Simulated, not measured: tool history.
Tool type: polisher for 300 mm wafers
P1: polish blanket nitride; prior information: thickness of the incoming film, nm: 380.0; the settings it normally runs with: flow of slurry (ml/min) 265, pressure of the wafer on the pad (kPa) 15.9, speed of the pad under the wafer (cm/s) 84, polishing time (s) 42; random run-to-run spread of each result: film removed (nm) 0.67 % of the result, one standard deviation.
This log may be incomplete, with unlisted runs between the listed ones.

run	hour	flow of slurry (ml/min)	pressure of the wafer on the pad (kPa)	speed of the pad under the wafer (cm/s)	polishing time (s)	film removed (nm)
1	3.8	265	15.9	84	42	41.217
2	7.7	265	15.9	84	42	41.906
3	12.9	160	15.9	84	42	39.053
4	17.1	265	15.9	84	42	41.384
5	22.3	160	22.8	84	42	55.349
6	29.0	190	22.8	84	42	57.328
7	35.8	160	15.9	126	42	54.005
8	41.1	370	15.9	84	42	42.576
9	46.7	265	15.9	84	67	66.406
10	53.4	265	6.9	84	42	18.322
11	58.8	265	15.9	84	42	41.517
12	65.4	265	15.9	124	42	56.411
# hour 67.9: slurry nozzle cleaned
13	73.1	265	22.8	84	42	59.887
14	77.7	265	15.9	84	42	41.480
15	81.7	265	15.9	38	42	22.109
16	88.2	265	15.9	84	26	25.734
17	96.1	265	15.9	84	42	41.851

What will run 18 give?
18	102.9	265	15.9	84	42	?

film removed (nm): 40.225
